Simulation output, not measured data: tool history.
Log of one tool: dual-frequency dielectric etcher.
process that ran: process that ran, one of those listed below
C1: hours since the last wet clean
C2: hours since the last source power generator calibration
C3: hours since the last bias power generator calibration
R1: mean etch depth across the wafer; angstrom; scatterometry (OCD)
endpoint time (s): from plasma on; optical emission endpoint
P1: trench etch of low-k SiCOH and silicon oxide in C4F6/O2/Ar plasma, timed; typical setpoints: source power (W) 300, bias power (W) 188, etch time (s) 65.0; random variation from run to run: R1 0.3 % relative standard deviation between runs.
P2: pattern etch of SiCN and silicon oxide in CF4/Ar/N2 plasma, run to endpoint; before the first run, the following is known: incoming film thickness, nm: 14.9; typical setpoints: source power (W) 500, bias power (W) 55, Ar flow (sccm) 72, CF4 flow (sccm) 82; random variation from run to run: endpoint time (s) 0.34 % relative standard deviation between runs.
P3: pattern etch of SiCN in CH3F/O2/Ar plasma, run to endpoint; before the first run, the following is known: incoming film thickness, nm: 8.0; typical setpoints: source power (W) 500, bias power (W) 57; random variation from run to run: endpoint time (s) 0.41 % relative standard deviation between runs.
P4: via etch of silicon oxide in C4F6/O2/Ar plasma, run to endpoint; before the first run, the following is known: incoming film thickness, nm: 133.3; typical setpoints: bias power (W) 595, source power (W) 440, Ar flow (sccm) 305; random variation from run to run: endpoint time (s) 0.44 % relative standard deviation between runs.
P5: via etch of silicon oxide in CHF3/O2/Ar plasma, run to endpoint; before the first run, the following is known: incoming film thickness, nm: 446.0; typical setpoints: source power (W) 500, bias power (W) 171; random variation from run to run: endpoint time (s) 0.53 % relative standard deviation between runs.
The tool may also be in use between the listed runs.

run 1 hour=12.8 | process_that_ran=P1 source_power_(W)=300 bias_power_(W)=188 etch_time_(s)=65.0 | C1=437.6 C2=1076.4 C3=1346.1 | R1=1895.7
run 2 hour=25.2 | process_that_ran=P4 source_power_(W)=440 bias_power_(W)=780 Ar_flow_(sccm)=305 | C1=450.0 C2=1088.8 C3=1358.5 | endpoint_time_(s)=23.617
run 3 hour=35.7 | process_that_ran=P5 source_power_(W)=500 bias_power_(W)=171 | C1=460.5 C2=1099.3 C3=1369.0 | endpoint_time_(s)=254.230
run 4 hour=48.0 | process_that_ran=P5 source_power_(W)=500 bias_power_(W)=171 | C1=472.8 C2=1111.6 C3=1381.3 | endpoint_time_(s)=254.450
run 5 hour=57.1 | process_that_ran=P2 source_power_(W)=500 bias_power_(W)=55 Ar_flow_(sccm)=72 CF4_flow_(sccm)=99 | C1=481.9 C2=1120.7 C3=1390.4 | endpoint_time_(s)=15.578
run 6 hour=63.3 | process_that_ran=P1 source_power_(W)=300 bias_power_(W)=188 etch_time_(s)=65.0 | C1=488.1 C2=1126.9 C3=1396.6 | R1=1889.3
run 7 hour=69.0 | process_that_ran=P1 source_power_(W)=300 bias_power_(W)=188 etch_time_(s)=80.0 | C1=493.8 C2=1132.6 C3=1402.3 | R1=2327.4
run 8 hour=74.9 | process_that_ran=P1 source_power_(W)=300 bias_power_(W)=250 etch_time_(s)=65.0 | C1=499.7 C2=1138.5 C3=1408.2 | R1=2075.0
run 9 hour=85.8 | process_that_ran=P2 source_power_(W)=410 bias_power_(W)=55 Ar_flow_(sccm)=72 CF4_flow_(sccm)=82 | C1=510.6 C2=1149.4 C3=1419.1 | endpoint_time_(s)=19.053
run 10 hour=95.7 | process_that_ran=P1 source_power_(W)=300 bias_power_(W)=236 etch_time_(s)=79.5 | C1=520.5 C2=1159.3 C3=1429.0 | R1=2487.9
run 11 hour=102.1 | process_that_ran=P5 source_power_(W)=620 bias_power_(W)=171 | C1=526.9 C2=1165.7 C3=1435.4 | endpoint_time_(s)=235.470
run 12 hour=111.4 | process_that_ran=P3 source_power_(W)=500 bias_power_(W)=57 | C1=536.2 C2=1175.0 C3=1444.7 | endpoint_time_(s)=21.339
run 13 hour=121.7 | process_that_ran=P4 source_power_(W)=560 bias_power_(W)=595 Ar_flow_(sccm)=305 | C1=546.5 C2=1185.3 C3=1455.0 | endpoint_time_(s)=23.869
run 14 hour=133.7 | process_that_ran=P2 source_power_(W)=500 bias_power_(W)=41 Ar_flow_(sccm)=72 CF4_flow_(sccm)=82 | C1=558.5 C2=1197.3 C3=1467.0 | endpoint_time_(s)=17.326
run 15 hour=145.6 | process_that_ran=P3 source_power_(W)=500 bias_power_(W)=44 | C1=570.4 C2=1209.2 C3=1478.9 | endpoint_time_(s)=23.173
run 16 hour=154.4 | process_that_ran=P1 source_power_(W)=300 bias_power_(W)=188 etch_time_(s)=65.0 | C1=579.2 C2=1218.0 C3=1487.7 | R1=1896.0
run 17 hour=161.3 | process_that_ran=P1 source_power_(W)=170 bias_power_(W)=188 etch_time_(s)=89.5 | C1=586.1 C2=1224.9 C3=1494.6 | R1=2081.2
run 18 hour=174.0 | process_that_ran=P4 source_power_(W)=440 bias_power_(W)=595 Ar_flow_(sccm)=305 | C1=598.8 C2=1237.6 C3=1507.3 | endpoint_time_(s)=26.227
run 19 hour=182.8 | process_that_ran=P1 source_power_(W)=300 bias_power_(W)=188 etch_time_(s)=65.0 | C1=607.6 C2=1246.4 C3=1516.1 | R1=1890.6
run 20 hour=188.9 | process_that_ran=P4 source_power_(W)=440 bias_power_(W)=595 Ar_flow_(sccm)=305 | C1=613.7 C2=1252.5 C3=1522.2 | endpoint_time_(s)=26.228
run 21 hour=199.2 | process_that_ran=P4 source_power_(W)=440 bias_power_(W)=595 Ar_flow_(sccm)=206 | C1=624.0 C2=1262.8 C3=1532.5 | endpoint_time_(s)=25.056
run 22 hour=207.6 | process_that_ran=P2 source_power_(W)=500 bias_power_(W)=55 Ar_flow_(sccm)=58 CF4_flow_(sccm)=82 | C1=632.4 C2=1271.2 C3=1540.9 | endpoint_time_(s)=15.620
run 23 hour=219.1 | process_that_ran=P1 source_power_(W)=300 bias_power_(W)=188 etch_time_(s)=65.0 | C1=643.9 C2=1282.7 C3=1552.4 | R1=1897.2
run 24 hour=228.6 | process_that_ran=P1 source_power_(W)=170 bias_power_(W)=188 etch_time_(s)=65.0 | C1=653.4 C2=1292.2 C3=1561.9 | R1=1515.4
run 25 hour=238.5 | process_that_ran=P1 source_power_(W)=300 bias_power_(W)=188 etch_time_(s)=65.0 | C1=663.3 C2=1302.1 C3=1571.8 | R1=1888.1
run 26 hour=250.9 | process_that_ran=P3 source_power_(W)=500 bias_power_(W)=57 | C1=675.7 C2=1314.5 C3=1584.2 | endpoint_time_(s)=21.304
-- hour=260.1 source power generator calibrated
run 27 hour=261.0 | process_that_ran=P1 source_power_(W)=300 bias_power_(W)=188 etch_time_(s)=36.0 | C1=685.8 C2=0.9 C3=1594.3 | R1=1043.7
run 28 hour=266.8 | process_that_ran=P5 source_power_(W)=500 bias_power_(W)=228 | C1=691.6 C2=6.7 C3=1600.1 | endpoint_time_(s)=230.880
run 29 hour=272.7 | process_that_ran=P1 source_power_(W)=300 bias_power_(W)=114 etch_time_(s)=65.0 | C1=697.5 C2=12.6 C3=1606.0 | R1=1626.5
-- hour=275.4 bias power generator calibrated
run 30 hour=279.1 | process_that_ran=P1 source_power_(W)=380 bias_power_(W)=188 etch_time_(s)=65.0 | C1=703.9 C2=19.0 C3=3.8 | R1=2073.8
run 31 hour=284.8 | process_that_ran=P2 source_power_(W)=500 bias_power_(W)=55 Ar_flow_(sccm)=72 CF4_flow_(sccm)=82 | C1=709.6 C2=24.7 C3=9.5 | endpoint_time_(s)=15.941
run 32 hour=297.5 | process_that_ran=P3 source_power_(W)=650 bias_power_(W)=57 | C1=722.3 C2=37.4 C3=22.2 | endpoint_time_(s)=19.165
run 33 hour=308.4 | process_that_ran=P1 source_power_(W)=300 bias_power_(W)=188 etch_time_(s)=65.0 | C1=733.2 C2=48.3 C3=33.1 | R1=1886.6
run 34 hour=315.4 | process_that_ran=P1 source_power_(W)=300 bias_power_(W)=188 etch_time_(s)=65.0 | C1=740.2 C2=55.3 C3=40.1 | R1=1872.9
run 35 hour=324.6 | process_that_ran=P1 source_power_(W)=300 bias_power_(W)=188 etch_time_(s)=65.0 | C1=749.4 C2=64.5 C3=49.3 | R1=1860.5
run 36 hour=332.1 | process_that_ran=P1 source_power_(W)=300 bias_power_(W)=188 etch_time_(s)=65.0 | C1=756.9 C2=72.0 C3=56.8 | R1=1860.7
run 37 hour=340.5 | process_that_ran=P1 source_power_(W)=300 bias_power_(W)=188 etch_time_(s)=65.0 | C1=765.3 C2=80.4 C3=65.2 | R1=1862.8
-- hour=345.3 wet clean of the chamber
run 38 hour=350.9 | process_that_ran=P1 source_power_(W)=300 bias_power_(W)=188 etch_time_(s)=65.0 | C1=5.6 C2=90.8 C3=75.6 | R1=1865.2
run 39 hour=363.2 | process_that_ran=P1 source_power_(W)=300 bias_power_(W)=188 etch_time_(s)=65.0 | C1=17.9 C2=103.1 C3=87.9 | R1=1865.5

Something has made what P1 gives creep away from where it was; the 2 causes below, each at its own stated size, fit the log equally well:
A: bias power that arrives under what is set, % = 4.57
B: source power that arrives under what is set, % = 3.85
The process output started creeping at around hour 308.4.
Other possible causes, and why each is ruled out:
chamber walls in a state that lowers the etch rate, %: serviced after onset, at hour 345.3, with no recovery of the prior output

Which of the 4 check runs listed below, each an average over 2 wafers with its results shown as question marks, gives clearly different results under the different listed causes?
run check 1 hour=375.5 | process_that_ran=P5 source_power_(W)=500 bias_power_(W)=171 | endpoint_time_(s)=?
run check 2 hour=375.5 | process_that_ran=P2 source_power_(W)=500 bias_power_(W)=55 Ar_flow_(sccm)=72 CF4_flow_(sccm)=82 | endpoint_time_(s)=?
run check 3 hour=375.5 | process_that_ran=P3 source_power_(W)=500 bias_power_(W)=57 | endpoint_time_(s)=?
run check 4 hour=375.5 | process_that_ran=P4 source_power_(W)=440 bias_power_(W)=595 Ar_flow_(sccm)=305 | endpoint_time_(s)=?

How each check would come out, cause by cause:
check=check_1 result=endpoint_time_(s) if_A=257.840 if_B=257.660
check=check_2 result=endpoint_time_(s) if_A=16.231 if_B=16.587
check=check_3 result=endpoint_time_(s) if_A=21.592 if_B=21.588
check=check_4 result=endpoint_time_(s) if_A=26.711 if_B=26.620
Distance between the nearest two causes, measured in the result of the check that separates them most: check 1 0.07 %; check 2 2.17 %; check 3 0.02 %; check 4 0.34 %
Check 2 distinguishes between the causes, while the remaining checks would return nearly the same result for all of them.

Then check 2 was run and gave: endpoint time (s) 16.209. Which cause is it?

Of the candidate causes, it is A: bias power that arrives under what is set, %.
